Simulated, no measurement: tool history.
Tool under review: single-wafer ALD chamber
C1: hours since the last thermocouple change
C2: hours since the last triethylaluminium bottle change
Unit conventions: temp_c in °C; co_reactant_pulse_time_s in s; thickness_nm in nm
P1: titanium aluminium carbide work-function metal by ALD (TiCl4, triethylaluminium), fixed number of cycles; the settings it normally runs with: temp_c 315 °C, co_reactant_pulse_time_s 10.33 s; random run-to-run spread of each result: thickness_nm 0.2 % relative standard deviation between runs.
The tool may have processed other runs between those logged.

Run 1, hour 6.1: temp_c 315 °C, co_reactant_pulse_time_s 10.33 s; C1 986.5; C2 407.9. Result: thickness_nm 2.1031 nm.
Run 2, hour 12.7: temp_c 290 °C, co_reactant_pulse_time_s 10.33 s; C1 993.1; C2 414.5. Result: thickness_nm 1.8989 nm.
Run 3, hour 18.8: temp_c 315 °C, co_reactant_pulse_time_s 10.33 s; C1 999.2; C2 420.6. Result: thickness_nm 2.1092 nm.
Run 4, hour 27.6: temp_c 315 °C, co_reactant_pulse_time_s 15.61 s; C1 1008; C2 429.4. Result: thickness_nm 2.1609 nm.
At hour 28.9: triethylaluminium bottle replaced.
Run 5, hour 38.2: temp_c 315 °C, co_reactant_pulse_time_s 10.33 s; C1 1018.6; C2 9.4. Result: thickness_nm 2.1094 nm.
Run 6, hour 47.5: temp_c 315 °C, co_reactant_pulse_time_s 10.33 s; C1 1027.9; C2 18.7. Result: thickness_nm 2.1137 nm.
Run 7, hour 55.5: temp_c 300 °C, co_reactant_pulse_time_s 14.09 s; C1 1035.9; C2 26.7. Result: thickness_nm 2.0229 nm.
Run 8, hour 62.3: temp_c 336 °C, co_reactant_pulse_time_s 10.33 s; C1 1042.7; C2 33.5. Result: thickness_nm 2.3043 nm.
Run 9, hour 71.2: temp_c 315 °C, co_reactant_pulse_time_s 10.33 s; C1 1051.6; C2 42.4. Result: thickness_nm 2.1153 nm.
Run 10, hour 80.6: temp_c 315 °C, co_reactant_pulse_time_s 10.33 s; C1 1061; C2 51.8. Result: thickness_nm 2.1102 nm.
Run 11, hour 90.8: temp_c 315 °C, co_reactant_pulse_time_s 4.76 s; C1 1071.2; C2 62. Result: thickness_nm 1.749 nm.
Run 12, hour 96: temp_c 315 °C, co_reactant_pulse_time_s 10.33 s; C1 1076.4; C2 67.2. Result: thickness_nm 2.1106 nm.
Run 13, hour 107.4: temp_c 315 °C, co_reactant_pulse_time_s 10.33 s; C1 1087.8; C2 78.6. Result: thickness_nm 2.1044 nm.
Run 14, hour 113.8: temp_c 315 °C, co_reactant_pulse_time_s 10.33 s; C1 1094.2; C2 85. Result: thickness_nm 2.093 nm.
Run 15, hour 121.4: temp_c 315 °C, co_reactant_pulse_time_s 10.33 s; C1 1101.8; C2 92.6. Result: thickness_nm 2.0923 nm.
Run 16, hour 128.7: temp_c 315 °C, co_reactant_pulse_time_s 10.33 s; C1 1109.1; C2 99.9. Result: thickness_nm 2.0931 nm.
Run 17, hour 136.6: temp_c 315 °C, co_reactant_pulse_time_s 10.33 s; C1 1117; C2 107.8. Result: thickness_nm 2.0868 nm.
Run 18, hour 147.6: temp_c 315 °C, co_reactant_pulse_time_s 10.33 s; C1 1128; C2 118.8. Result: thickness_nm 2.0839 nm.
Run 19, hour 157.3: temp_c 315 °C, co_reactant_pulse_time_s 10.33 s; C1 1137.7; C2 128.5. Result: thickness_nm 2.0864 nm.
Run 20, hour 164.8: temp_c 315 °C, co_reactant_pulse_time_s 10.33 s; C1 1145.2; C2 136. Result: thickness_nm 2.0839 nm.
Run 21, hour 172.3: temp_c 315 °C, co_reactant_pulse_time_s 10.33 s; C1 1152.7; C2 143.5. Result: thickness_nm 2.0833 nm.
Run 22, hour 178.8: temp_c 315 °C, co_reactant_pulse_time_s 10.33 s; C1 1159.2; C2 150. Result: thickness_nm 2.0894 nm.
Run 23, hour 184.8: temp_c 315 °C, co_reactant_pulse_time_s 10.33 s; C1 1165.2; C2 156. Result: thickness_nm 2.0846 nm.

What P1 gives has crept off from where it sat before. The 2 causes that follow fit the log equally well, each at the size noted:
A: triethylaluminium dose below that of a fresh bottle (%) = 11
B: wafer temperature below the value expected at the setpoint (K) = 3.41
Creep in the process output first set in at about hour 96.

Which of the 4 check runs listed below separates the causes, so that each cause would produce a clearly different result? Each run uses one wafer, and its results are marked with question marks.
Run check 1, hour 190.8: temp_c 293 °C, co_reactant_pulse_time_s 10.33 s. Result: thickness_nm ?.
Run check 2, hour 190.8: temp_c 304 °C, co_reactant_pulse_time_s 10.33 s. Result: thickness_nm ?.
Run check 3, hour 190.8: temp_c 295 °C, co_reactant_pulse_time_s 10.33 s. Result: thickness_nm ?.
Run check 4, hour 190.8: temp_c 315 °C, co_reactant_pulse_time_s 4.87 s. Result: thickness_nm ?.

Predicted outcomes, by check and by cause:
  check        result    if A    if B
check 1  thickness_nm  1.8955  1.8933
check 2  thickness_nm  1.9888  1.9876
check 3  thickness_nm  1.9124  1.9103
check 4  thickness_nm  1.6864  1.7439
Minimum pairwise separation of causes per check, each pair taken at its best-separating result: check 1 0.12 %; check 2 0.06 %; check 3 0.11 %; check 4 3.35 %
The other checks would show nearly matching results whichever cause is true, so check 4 is the only one that separates the causes.

Then check 4 was run and gave: thickness_nm 1.6843 nm. Which cause is it?

A is the cause: triethylaluminium dose below that of a fresh bottle (%).
